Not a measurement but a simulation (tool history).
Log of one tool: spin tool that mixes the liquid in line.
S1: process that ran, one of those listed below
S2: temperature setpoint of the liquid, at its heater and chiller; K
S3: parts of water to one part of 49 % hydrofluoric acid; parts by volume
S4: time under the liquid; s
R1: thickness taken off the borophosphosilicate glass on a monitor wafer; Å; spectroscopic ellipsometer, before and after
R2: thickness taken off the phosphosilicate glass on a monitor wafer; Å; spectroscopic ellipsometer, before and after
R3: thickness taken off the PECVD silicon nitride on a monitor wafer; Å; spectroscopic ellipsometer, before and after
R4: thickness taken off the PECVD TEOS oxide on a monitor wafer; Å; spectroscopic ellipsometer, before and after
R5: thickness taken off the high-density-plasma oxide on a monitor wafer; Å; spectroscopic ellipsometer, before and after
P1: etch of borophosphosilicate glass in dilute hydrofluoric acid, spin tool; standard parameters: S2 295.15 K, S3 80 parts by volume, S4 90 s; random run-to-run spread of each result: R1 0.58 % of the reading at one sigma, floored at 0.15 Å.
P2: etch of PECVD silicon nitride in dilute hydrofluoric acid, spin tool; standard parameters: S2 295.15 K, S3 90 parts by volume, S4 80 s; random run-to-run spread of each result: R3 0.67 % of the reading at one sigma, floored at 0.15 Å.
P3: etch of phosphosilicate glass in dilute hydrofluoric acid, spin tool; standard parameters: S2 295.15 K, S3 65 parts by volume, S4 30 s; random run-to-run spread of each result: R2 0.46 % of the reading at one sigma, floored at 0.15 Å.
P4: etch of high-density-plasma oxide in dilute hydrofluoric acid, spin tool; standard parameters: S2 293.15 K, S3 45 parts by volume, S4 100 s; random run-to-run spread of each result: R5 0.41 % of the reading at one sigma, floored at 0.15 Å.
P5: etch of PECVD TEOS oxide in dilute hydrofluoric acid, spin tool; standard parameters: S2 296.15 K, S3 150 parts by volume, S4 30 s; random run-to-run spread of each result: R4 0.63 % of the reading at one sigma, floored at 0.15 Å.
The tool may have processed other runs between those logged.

{"run": 1, "hour": 16.1, "S1": "P1", "S2": 295.15, "S3": 80, "S4": 90, "R1": 491.87}
{"run": 2, "hour": 33.6, "S1": "P1", "S2": 295.15, "S3": 80, "S4": 15, "R1": 82.094}
{"run": 3, "hour": 45.5, "S1": "P1", "S2": 295.15, "S3": 80, "S4": 90, "R1": 495.76}
{"run": 4, "hour": 54.2, "S1": "P3", "S2": 295.15, "S3": 65, "S4": 30, "R2": 452.35}
{"run": 5, "hour": 70.2, "S1": "P3", "S2": 303.15, "S3": 65, "S4": 30, "R2": 626.21}
{"run": 6, "hour": 80.0, "S1": "P1", "S2": 291.15, "S3": 80, "S4": 90, "R1": 417.14}
{"run": 7, "hour": 97.4, "S1": "P1", "S2": 295.15, "S3": 80, "S4": 90, "R1": 493.11}
{"run": 8, "hour": 112.1, "S1": "P2", "S2": 295.15, "S3": 90, "S4": 80, "R3": 40.055}
{"run": 9, "hour": 127.0, "S1": "P5", "S2": 296.15, "S3": 45, "S4": 30, "R4": 160.52}
{"run": 10, "hour": 135.0, "S1": "P4", "S2": 293.15, "S3": 45, "S4": 100, "R5": 118.88}
{"run": 11, "hour": 145.0, "S1": "P2", "S2": 295.15, "S3": 30, "S4": 80, "R3": 118.07}
{"run": 12, "hour": 153.3, "S1": "P1", "S2": 295.15, "S3": 80, "S4": 90, "R1": 492.05}
{"run": 13, "hour": 170.9, "S1": "P1", "S2": 295.15, "S3": 80, "S4": 150, "R1": 825.77}
{"run": 14, "hour": 183.6, "S1": "P1", "S2": 295.15, "S3": 40, "S4": 90, "R1": 1042.2}
{"run": 15, "hour": 197.4, "S1": "P3", "S2": 295.15, "S3": 65, "S4": 60, "R2": 911.31}
{"run": 16, "hour": 211.4, "S1": "P5", "S2": 290.15, "S3": 150, "S4": 30, "R4": 33.82}
{"run": 17, "hour": 224.6, "S1": "P3", "S2": 295.15, "S3": 65, "S4": 30, "R2": 454.54}
{"run": 18, "hour": 239.5, "S1": "P5", "S2": 296.15, "S3": 150, "S4": 30, "R4": 43.439}
{"run": 19, "hour": 248.8, "S1": "P4", "S2": 290.15, "S3": 45, "S4": 100, "R5": 103.26}
{"run": 20, "hour": 257.8, "S1": "P4", "S2": 293.15, "S3": 45, "S4": 100, "R5": 118.24}
{"run": 21, "hour": 273.5, "S1": "P1", "S2": 295.15, "S3": 120, "S4": 130, "R1": 455.04}
{"run": 22, "hour": 286.6, "S1": "P2", "S2": 295.15, "S3": 90, "S4": 25, "R3": 12.338}
{"run": 23, "hour": 298.2, "S1": "P5", "S2": 296.15, "S3": 150, "S4": 30, "R4": 42.243}
{"run": 24, "hour": 316.6, "S1": "P3", "S2": 295.15, "S3": 30, "S4": 30, "R2": 1033.4}
{"hour": 321.4, "done": "hydrofluoric acid flow meter replaced"}
{"run": 25, "hour": 334.4, "S1": "P1", "S2": 298.65, "S3": 80, "S4": 90, "R1": 564.22}
{"run": 26, "hour": 343.8, "S1": "P2", "S2": 290.15, "S3": 90, "S4": 80, "R3": 28.9}
{"run": 27, "hour": 358.3, "S1": "P4", "S2": 293.15, "S3": 70, "S4": 100, "R5": 74.709}
{"run": 28, "hour": 373.7, "S1": "P1", "S2": 295.15, "S3": 140, "S4": 90, "R1": 262.77}
{"run": 29, "hour": 385.2, "S1": "P1", "S2": 295.15, "S3": 135, "S4": 135, "R1": 416.34}
{"run": 30, "hour": 396.6, "S1": "P1", "S2": 295.15, "S3": 80, "S4": 90, "R1": 495.92}
{"run": 31, "hour": 411.7, "S1": "P4", "S2": 293.15, "S3": 45, "S4": 25, "R5": 29.847}
{"run": 32, "hour": 426.4, "S1": "P5", "S2": 296.15, "S3": 150, "S4": 15, "R4": 21.314}
{"run": 33, "hour": 439.4, "S1": "P1", "S2": 295.15, "S3": 80, "S4": 90, "R1": 491.48}
{"run": 34, "hour": 452.4, "S1": "P1", "S2": 295.15, "S3": 80, "S4": 90, "R1": 515.37}
{"run": 35, "hour": 466.8, "S1": "P1", "S2": 295.15, "S3": 80, "S4": 90, "R1": 524.34}
{"run": 36, "hour": 481.5, "S1": "P1", "S2": 295.15, "S3": 80, "S4": 90, "R1": 531.06}
{"run": 37, "hour": 497.9, "S1": "P1", "S2": 295.15, "S3": 80, "S4": 90, "R1": 530.78}
{"run": 38, "hour": 508.7, "S1": "P1", "S2": 295.15, "S3": 80, "S4": 90, "R1": 534.91}
{"run": 39, "hour": 520.3, "S1": "P1", "S2": 295.15, "S3": 80, "S4": 90, "R1": 538.59}

P1 no longer gives what it gave before; its output has crept away from where it was. The following 2 causes, each at its listed size, fit the log equally well:
A: liquid hotter than its thermometer reads (K) = 2.02
B: hydrofluoric acid flow above the setpoint (%) = 7.77
The onset of the drift is placed at about hour 439.4.

Question marks stand in for the results of the 4 check runs listed below, each run on one wafer. Under which run would the listed causes show clearly different results?
{"run": "check 1", "hour": 531.9, "S1": "P4", "S2": 293.15, "S3": 45, "S4": 100, "R5": "?"}
{"run": "check 2", "hour": 531.9, "S1": "P3", "S2": 295.15, "S3": 65, "S4": 30, "R2": "?"}
{"run": "check 3", "hour": 531.9, "S1": "P5", "S2": 296.15, "S3": 150, "S4": 30, "R4": "?"}
{"run": "check 4", "hour": 531.9, "S1": "P2", "S2": 295.15, "S3": 90, "S4": 80, "R3": "?"}

Expected result of each check under each candidate cause:
check=check_1 result=R5 if_A=129.17 if_B=128.3
check=check_2 result=R2 if_A=494.53 if_B=493.49
check=check_3 result=R4 if_A=46.274 if_B=46.727
check=check_4 result=R3 if_A=46.069 if_B=43.326
Gap, in per cent, between the two causes that each check separates least, read from the result that separates them most: check 1 0.68 %; check 2 0.21 %; check 3 0.97 %; check 4 6.14 %
The other checks would show nearly matching results whichever cause is true, so check 4 is the only one that separates the causes.

Check 4 was then run and gave: R3 43.696 Å. Which cause is it?

It was cause B: hydrofluoric acid flow above the setpoint (%).

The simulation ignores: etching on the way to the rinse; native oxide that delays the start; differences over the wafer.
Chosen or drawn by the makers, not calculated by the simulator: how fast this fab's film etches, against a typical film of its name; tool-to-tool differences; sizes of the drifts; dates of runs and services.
